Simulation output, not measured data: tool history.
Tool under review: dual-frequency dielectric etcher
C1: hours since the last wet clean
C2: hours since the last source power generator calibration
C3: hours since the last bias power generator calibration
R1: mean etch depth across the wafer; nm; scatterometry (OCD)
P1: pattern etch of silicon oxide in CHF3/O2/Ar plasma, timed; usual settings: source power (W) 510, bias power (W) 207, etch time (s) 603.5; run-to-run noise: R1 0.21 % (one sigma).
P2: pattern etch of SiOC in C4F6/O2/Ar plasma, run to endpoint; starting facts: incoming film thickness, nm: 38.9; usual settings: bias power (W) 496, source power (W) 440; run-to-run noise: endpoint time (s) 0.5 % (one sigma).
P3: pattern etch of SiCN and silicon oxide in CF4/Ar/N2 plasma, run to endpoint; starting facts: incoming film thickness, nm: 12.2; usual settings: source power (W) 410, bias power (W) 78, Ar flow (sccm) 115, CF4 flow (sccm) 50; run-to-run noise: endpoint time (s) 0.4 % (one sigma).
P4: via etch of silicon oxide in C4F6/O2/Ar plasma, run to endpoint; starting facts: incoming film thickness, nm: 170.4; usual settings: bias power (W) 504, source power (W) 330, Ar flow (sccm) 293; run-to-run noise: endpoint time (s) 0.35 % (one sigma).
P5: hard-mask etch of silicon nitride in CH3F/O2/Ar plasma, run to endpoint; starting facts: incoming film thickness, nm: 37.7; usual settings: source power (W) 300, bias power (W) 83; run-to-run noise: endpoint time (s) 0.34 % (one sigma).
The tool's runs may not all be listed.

{"run": 1, "hour": 3.2, "process that ran": "P1", "source power (W)": 510, "bias power (W)": 207, "etch time (s)": 603.5, "C1": 462.7, "C2": 2515.3, "C3": 777, "R1": 1188.4}
{"run": 2, "hour": 7.7, "process that ran": "P1", "source power (W)": 510, "bias power (W)": 121, "etch time (s)": 603.5, "C1": 467.2, "C2": 2519.8, "C3": 781.5, "R1": 994.62}
{"run": 3, "hour": 10.0, "process that ran": "P1", "source power (W)": 510, "bias power (W)": 139, "etch time (s)": 810, "C1": 469.5, "C2": 2522.1, "C3": 783.8, "R1": 1395}
{"run": 4, "hour": 14.2, "process that ran": "P1", "source power (W)": 510, "bias power (W)": 207, "etch time (s)": 603.5, "C1": 473.7, "C2": 2526.3, "C3": 788, "R1": 1190.5}
{"run": 5, "hour": 17.7, "process that ran": "P4", "source power (W)": 330, "bias power (W)": 504, "Ar flow (sccm)": 293, "C1": 477.2, "C2": 2529.8, "C3": 791.5, "endpoint time (s)": 39.374}
{"run": 6, "hour": 22.2, "process that ran": "P1", "source power (W)": 610, "bias power (W)": 207, "etch time (s)": 603.5, "C1": 481.7, "C2": 2534.3, "C3": 796, "R1": 1272.7}
{"run": 7, "hour": 26.4, "process that ran": "P1", "source power (W)": 510, "bias power (W)": 207, "etch time (s)": 603.5, "C1": 485.9, "C2": 2538.5, "C3": 800.2, "R1": 1189.5}
{"run": 8, "hour": 29.5, "process that ran": "P1", "source power (W)": 300, "bias power (W)": 207, "etch time (s)": 603.5, "C1": 489, "C2": 2541.6, "C3": 803.3, "R1": 970.2}
{"run": 9, "hour": 33.5, "process that ran": "P3", "source power (W)": 410, "bias power (W)": 78, "Ar flow (sccm)": 115, "CF4 flow (sccm)": 50, "C1": 493, "C2": 2545.6, "C3": 807.3, "endpoint time (s)": 16.365}
{"run": 10, "hour": 37.4, "process that ran": "P1", "source power (W)": 510, "bias power (W)": 255, "etch time (s)": 603.5, "C1": 496.9, "C2": 2549.5, "C3": 811.2, "R1": 1281.2}
{"run": 11, "hour": 41.0, "process that ran": "P3", "source power (W)": 310, "bias power (W)": 78, "Ar flow (sccm)": 115, "CF4 flow (sccm)": 50, "C1": 500.5, "C2": 2553.1, "C3": 814.8, "endpoint time (s)": 20.857}
{"run": 12, "hour": 43.9, "process that ran": "P1", "source power (W)": 510, "bias power (W)": 207, "etch time (s)": 603.5, "C1": 503.4, "C2": 2556, "C3": 817.7, "R1": 1185.4}
{"run": 13, "hour": 48.1, "process that ran": "P5", "source power (W)": 300, "bias power (W)": 58, "C1": 507.6, "C2": 2560.2, "C3": 821.9, "endpoint time (s)": 61.158}
{"run": 14, "hour": 52.5, "process that ran": "P1", "source power (W)": 510, "bias power (W)": 207, "etch time (s)": 603.5, "C1": 512, "C2": 2564.6, "C3": 826.3, "R1": 1189.2}
{"run": 15, "hour": 55.8, "process that ran": "P5", "source power (W)": 400, "bias power (W)": 83, "C1": 515.3, "C2": 2567.9, "C3": 829.6, "endpoint time (s)": 48.56}
{"run": 16, "hour": 59.4, "process that ran": "P4", "source power (W)": 330, "bias power (W)": 504, "Ar flow (sccm)": 293, "C1": 518.9, "C2": 2571.5, "C3": 833.2, "endpoint time (s)": 39.46}
{"run": 17, "hour": 63.9, "process that ran": "P3", "source power (W)": 410, "bias power (W)": 78, "Ar flow (sccm)": 161, "CF4 flow (sccm)": 50, "C1": 523.4, "C2": 2576, "C3": 837.7, "endpoint time (s)": 17.409}
{"hour": 65.3, "done": "source power generator calibrated"}
{"run": 18, "hour": 67.9, "process that ran": "P2", "source power (W)": 310, "bias power (W)": 496, "C1": 527.4, "C2": 2.6, "C3": 841.7, "endpoint time (s)": 13.922}
{"run": 19, "hour": 72.1, "process that ran": "P1", "source power (W)": 510, "bias power (W)": 207, "etch time (s)": 767.5, "C1": 531.6, "C2": 6.8, "C3": 845.9, "R1": 1504.4}
{"run": 20, "hour": 74.4, "process that ran": "P3", "source power (W)": 410, "bias power (W)": 78, "Ar flow (sccm)": 115, "CF4 flow (sccm)": 68, "C1": 533.9, "C2": 9.1, "C3": 848.2, "endpoint time (s)": 15.68}
{"run": 21, "hour": 76.8, "process that ran": "P2", "source power (W)": 440, "bias power (W)": 403, "C1": 536.3, "C2": 11.5, "C3": 850.6, "endpoint time (s)": 13.263}
{"run": 22, "hour": 79.4, "process that ran": "P1", "source power (W)": 330, "bias power (W)": 207, "etch time (s)": 785, "C1": 538.9, "C2": 14.1, "C3": 853.2, "R1": 1313.4}
{"run": 23, "hour": 83.3, "process that ran": "P4", "source power (W)": 450, "bias power (W)": 504, "Ar flow (sccm)": 293, "C1": 542.8, "C2": 18, "C3": 857.1, "endpoint time (s)": 35.085}
{"run": 24, "hour": 86.2, "process that ran": "P1", "source power (W)": 510, "bias power (W)": 161, "etch time (s)": 378.5, "C1": 545.7, "C2": 20.9, "C3": 860, "R1": 683.72}
{"run": 25, "hour": 88.9, "process that ran": "P4", "source power (W)": 330, "bias power (W)": 399, "Ar flow (sccm)": 293, "C1": 548.4, "C2": 23.6, "C3": 862.7, "endpoint time (s)": 43.232}
{"run": 26, "hour": 92.5, "process that ran": "P4", "source power (W)": 330, "bias power (W)": 504, "Ar flow (sccm)": 385, "C1": 552, "C2": 27.2, "C3": 866.3, "endpoint time (s)": 40.533}
{"run": 27, "hour": 95.3, "process that ran": "P2", "source power (W)": 440, "bias power (W)": 496, "C1": 554.8, "C2": 30, "C3": 869.1, "endpoint time (s)": 12.381}
{"hour": 95.7, "done": "bias power generator calibrated"}
{"run": 28, "hour": 97.3, "process that ran": "P1", "source power (W)": 510, "bias power (W)": 207, "etch time (s)": 412.5, "C1": 556.8, "C2": 32, "C3": 1.7, "R1": 807.2}
{"run": 29, "hour": 100.4, "process that ran": "P5", "source power (W)": 300, "bias power (W)": 83, "C1": 559.9, "C2": 35.1, "C3": 4.8, "endpoint time (s)": 53.81}
{"run": 30, "hour": 104.8, "process that ran": "P3", "source power (W)": 410, "bias power (W)": 46, "Ar flow (sccm)": 115, "CF4 flow (sccm)": 50, "C1": 564.3, "C2": 39.5, "C3": 9.2, "endpoint time (s)": 19.875}
{"run": 31, "hour": 108.0, "process that ran": "P3", "source power (W)": 410, "bias power (W)": 78, "Ar flow (sccm)": 115, "CF4 flow (sccm)": 50, "C1": 567.5, "C2": 42.7, "C3": 12.4, "endpoint time (s)": 16.618}
{"run": 32, "hour": 110.4, "process that ran": "P1", "source power (W)": 510, "bias power (W)": 207, "etch time (s)": 603.5, "C1": 569.9, "C2": 45.1, "C3": 14.8, "R1": 1190.8}
{"run": 33, "hour": 113.7, "process that ran": "P1", "source power (W)": 510, "bias power (W)": 207, "etch time (s)": 603.5, "C1": 573.2, "C2": 48.4, "C3": 18.1, "R1": 1196.2}
{"run": 34, "hour": 116.8, "process that ran": "P1", "source power (W)": 510, "bias power (W)": 207, "etch time (s)": 603.5, "C1": 576.3, "C2": 51.5, "C3": 21.2, "R1": 1206.2}
{"run": 35, "hour": 121.0, "process that ran": "P1", "source power (W)": 510, "bias power (W)": 207, "etch time (s)": 603.5, "C1": 580.5, "C2": 55.7, "C3": 25.4, "R1": 1199.2}
{"hour": 123.4, "done": "wet clean of the chamber"}
{"run": 36, "hour": 124.3, "process that ran": "P1", "source power (W)": 510, "bias power (W)": 207, "etch time (s)": 603.5, "C1": 1, "C2": 59, "C3": 28.7, "R1": 1207.2}
{"run": 37, "hour": 128.0, "process that ran": "P1", "source power (W)": 510, "bias power (W)": 207, "etch time (s)": 603.5, "C1": 4.7, "C2": 62.7, "C3": 32.4, "R1": 1202.4}
{"run": 38, "hour": 132.4, "process that ran": "P1", "source power (W)": 510, "bias power (W)": 207, "etch time (s)": 603.5, "C1": 9.1, "C2": 67.1, "C3": 36.8, "R1": 1207.3}

What P1 gives has crept off from where it sat before. The 2 causes that follow fit the log equally well, each at the size noted:
A: bias power that arrives over what is set, % = 4.26
B: source power that arrives over what is set, % = 3.93
Onset of the creep was near hour 110.4.
Each remaining cause and why it is not a fit:
chamber walls in a state that raises the etch rate, %: serviced after onset, at hour 123.4, with no recovery of the prior output

4 check runs are offered, each on 2 wafers whose results are averaged, their results left as question marks. Which one tells the causes apart?
{"run": "check 1", "hour": 136.8, "process that ran": "P4", "source power (W)": 440, "bias power (W)": 504, "Ar flow (sccm)": 293, "endpoint time (s)": "?"}
{"run": "check 2", "hour": 136.8, "process that ran": "P3", "source power (W)": 410, "bias power (W)": 46, "Ar flow (sccm)": 115, "CF4 flow (sccm)": 66, "endpoint time (s)": "?"}
{"run": "check 3", "hour": 136.8, "process that ran": "P2", "source power (W)": 320, "bias power (W)": 496, "endpoint time (s)": "?"}
{"run": "check 4", "hour": 136.8, "process that ran": "P5", "source power (W)": 390, "bias power (W)": 70, "endpoint time (s)": "?"}

How each check would come out, cause by cause:
check=check_1 result=endpoint_time_(s) if_A=34.988 if_B=35.036
check=check_2 result=endpoint_time_(s) if_A=18.594 if_B=18.207
check=check_3 result=endpoint_time_(s) if_A=13.664 if_B=13.685
check=check_4 result=endpoint_time_(s) if_A=51.193 if_B=51.175
Per-check spread between the two closest causes, in the result where they differ most: check 1 0.14 %; check 2 2.1 %; check 3 0.16 %; check 4 0.03 %
Check 2 distinguishes between the causes, while the remaining checks would return nearly the same result for all of them.

Check 2 was carried out, with these results: endpoint time (s) 18.618. Which of the listed causes is responsible?

The cause is A: bias power that arrives over what is set, %.
